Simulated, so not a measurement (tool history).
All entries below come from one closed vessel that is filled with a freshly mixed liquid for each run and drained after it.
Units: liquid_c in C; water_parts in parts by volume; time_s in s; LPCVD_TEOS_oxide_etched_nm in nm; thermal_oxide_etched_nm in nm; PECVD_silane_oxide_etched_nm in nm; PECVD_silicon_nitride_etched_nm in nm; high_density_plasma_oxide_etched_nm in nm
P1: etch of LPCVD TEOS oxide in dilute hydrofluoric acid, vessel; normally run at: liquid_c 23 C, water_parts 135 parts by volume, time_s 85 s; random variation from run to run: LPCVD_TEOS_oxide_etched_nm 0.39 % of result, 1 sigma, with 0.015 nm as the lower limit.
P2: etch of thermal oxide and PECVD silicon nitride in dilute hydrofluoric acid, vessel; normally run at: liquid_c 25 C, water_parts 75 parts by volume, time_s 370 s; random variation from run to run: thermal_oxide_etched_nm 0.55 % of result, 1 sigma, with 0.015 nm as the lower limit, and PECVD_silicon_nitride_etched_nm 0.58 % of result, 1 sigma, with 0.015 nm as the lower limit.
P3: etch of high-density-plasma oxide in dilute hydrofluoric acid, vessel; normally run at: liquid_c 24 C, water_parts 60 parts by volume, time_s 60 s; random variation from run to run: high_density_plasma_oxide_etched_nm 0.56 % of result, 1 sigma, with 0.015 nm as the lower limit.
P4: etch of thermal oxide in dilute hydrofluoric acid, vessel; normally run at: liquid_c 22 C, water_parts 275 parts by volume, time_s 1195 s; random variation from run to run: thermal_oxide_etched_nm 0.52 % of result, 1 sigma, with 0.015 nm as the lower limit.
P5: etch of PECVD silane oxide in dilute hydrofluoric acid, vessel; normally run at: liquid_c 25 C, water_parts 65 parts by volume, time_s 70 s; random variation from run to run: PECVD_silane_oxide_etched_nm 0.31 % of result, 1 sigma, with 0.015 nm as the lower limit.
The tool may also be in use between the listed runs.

| run | hour | process | liquid_c | water_parts | time_s | hours since the thermometer was replaced | hours since the hydrofluoric acid flow meter was replaced | LPCVD_TEOS_oxide_etched_nm | thermal_oxide_etched_nm | PECVD_silane_oxide_etched_nm | PECVD_silicon_nitride_etched_nm | high_density_plasma_oxide_etched_nm |
|---|---|---|---|---|---|---|---|---|---|---|---|---|
| 1 | 2.6 | P1 | 23 | 135 | 85 | 691.9 | 195.4 | 10.852 |  |  |  |  |
| 2 | 6.6 | P4 | 22 | 275 | 1195 | 695.9 | 199.4 |  | 16.114 |  |  |  |
| 3 | 8.7 | P5 | 25 | 65 | 70 | 698 | 201.5 |  |  | 40.422 |  |  |
| 4 | 13.4 | P1 | 23 | 135 | 45 | 702.7 | 206.2 | 5.7766 |  |  |  |  |
| 5 | 16.1 | P1 | 23 | 45 | 85 | 705.4 | 208.9 | 36.467 |  |  |  |  |
| 6 | 19.8 | P2 | 25 | 135 | 370 | 709.1 | 212.6 |  | 12.922 |  | 8.2904 |  |
| 7 | 24.3 | P2 | 25 | 75 | 125 | 713.6 | 217.1 |  | 8.2948 |  | 4.9329 |  |
| 8 | 28.4 | P1 | 28.5 | 135 | 85 | 717.7 | 221.2 | 13.423 |  |  |  |  |
| 9 | 32.6 | P1 | 23 | 135 | 130 | 721.9 | 225.4 | 16.724 |  |  |  |  |
| 10 | 36.4 | P5 | 31 | 65 | 70 | 725.7 | 229.2 |  |  | 51.364 |  |  |
| 11 | 39 | P1 | 23 | 135 | 85 | 728.3 | 231.8 | 10.945 |  |  |  |  |
| 12 | 43.3 | P3 | 24 | 60 | 60 | 732.6 | 236.1 |  |  |  |  | 11.977 |
| 13 | 47.7 | P1 | 30 | 45 | 85 | 737 | 240.5 | 48.472 |  |  |  |  |
| 14 | 50.9 | P3 | 19.5 | 60 | 60 | 740.2 | 243.7 |  |  |  |  | 9.9197 |
| 15 | 54.7 | P4 | 17 | 275 | 1195 | 744 | 247.5 |  | 13.471 |  |  |  |
| 16 | 57.4 | P1 | 23 | 135 | 85 | 746.7 | 250.2 | 10.867 |  |  |  |  |
| 17 | 61.4 | P1 | 23 | 195 | 85 | 750.7 | 254.2 | 7.0707 |  |  |  |  |
| 18 | 65.6 | P1 | 17 | 70 | 85 | 754.9 | 258.4 | 17.606 |  |  |  |  |
| 19 | 68.5 | P2 | 31 | 75 | 370 | 757.8 | 261.3 |  | 30.99 |  | 21.565 |  |
| 20 | 73 | P3 | 24 | 90 | 60 | 762.3 | 265.8 |  |  |  |  | 7.6693 |
| 21 | 77.1 | P4 | 22 | 155 | 1195 | 766.4 | 269.9 |  | 32.282 |  |  |  |
| 22 | 81.7 | P1 | 23 | 135 | 85 | 771 | 274.5 | 10.838 |  |  |  |  |
| 23 | 84.2 | P1 | 23 | 135 | 85 | 773.5 | 277 | 10.869 |  |  |  |  |
| 24 | 86.5 | P2 | 25 | 75 | 370 | 775.8 | 279.3 |  | 24.915 |  | 14.777 |  |
| 25 | 88.9 | P3 | 24 | 60 | 100 | 778.2 | 281.7 |  |  |  |  | 20.129 |
| 26 | 93.1 | P2 | 25 | 75 | 370 | 782.4 | 285.9 |  | 24.864 |  | 14.589 |  |
| 27 | 97.3 | P4 | 22 | 275 | 2255 | 786.6 | 290.1 |  | 30.754 |  |  |  |
| 28 | 100.5 | P1 | 18.5 | 135 | 85 | 789.8 | 293.3 | 9.0391 |  |  |  |  |
| 29 | 103.8 | P5 | 25 | 65 | 30 | 793.1 | 296.6 |  |  | 17.373 |  |  |
| 30 | 106.8 | P5 | 25 | 110 | 70 | 796.1 | 299.6 |  |  | 22.524 |  |  |
| 31 | 109.1 | P1 | 23 | 135 | 85 | 798.4 | 301.9 | 10.917 |  |  |  |  |
| 32 | 112.3 | P1 | 23 | 135 | 85 | 801.6 | 305.1 | 10.511 |  |  |  |  |
| 33 | 116.1 | P1 | 23 | 135 | 85 | 805.4 | 308.9 | 10.404 |  |  |  |  |
| 34 | 119.1 | P1 | 23 | 135 | 85 | 808.4 | 311.9 | 10.318 |  |  |  |  |
| 35 | 121.6 | P1 | 23 | 135 | 85 | 810.9 | 314.4 | 10.292 |  |  |  |  |
| 36 | 124.7 | P1 | 23 | 135 | 85 | 814 | 317.5 | 10.196 |  |  |  |  |
| 37 | 128.4 | P1 | 23 | 135 | 85 | 817.7 | 321.2 | 10.22 |  |  |  |  |

The output of P1 has drifted from where it used to be. Each of the 2 causes below, taken at the size shown beside it, accounts for the log equally well:
A: liquid colder than its thermometer reads (K) = 1.57
B: hydrofluoric acid flow below the setpoint (%) = 5.17
The drift started at roughly hour 109.1.

The check runs listed below each take one wafer, and their results are still question marks. Under which run would the listed causes lead to clearly different results?
| check 1 | 132.1 | P4 | 22 | 275 | 1195 |  |  |  | ? |  |  |  |
| check 2 | 132.1 | P5 | 25 | 65 | 70 |  |  |  |  | ? |  |  |
| check 3 | 132.1 | P3 | 24 | 60 | 60 |  |  |  |  |  |  | ? |
| check 4 | 132.1 | P2 | 25 | 75 | 370 |  |  |  | ? |  | ? |  |

What every check run would give for each of its results, assuming each possible cause in turn:
| check | result | if A | if B |
|---|---|---|---|
| check 1 | thermal_oxide_etched_nm | 15.281 | 15.129 |
| check 2 | PECVD_silane_oxide_etched_nm | 37.95 | 38.179 |
| check 3 | high_density_plasma_oxide_etched_nm | 11.269 | 11.35 |
| check 4 | thermal_oxide_etched_nm | 23.25 | 23.363 |
| check 4 | PECVD_silicon_nitride_etched_nm | 13.255 | 13.963 |
Gap, in per cent, between the two causes that each check separates least, read from the result that separates them most: check 1 1 %; check 2 0.6 %; check 3 0.72 %; check 4 5.2 %
Check 4 tells the causes apart: in the others they would give nearly the same result.

Running check 4 produced the following: thermal_oxide_etched_nm 23.165 nm; PECVD_silicon_nitride_etched_nm 13.228 nm. Which one of the listed causes fits?

It is A: liquid colder than its thermometer reads (K).
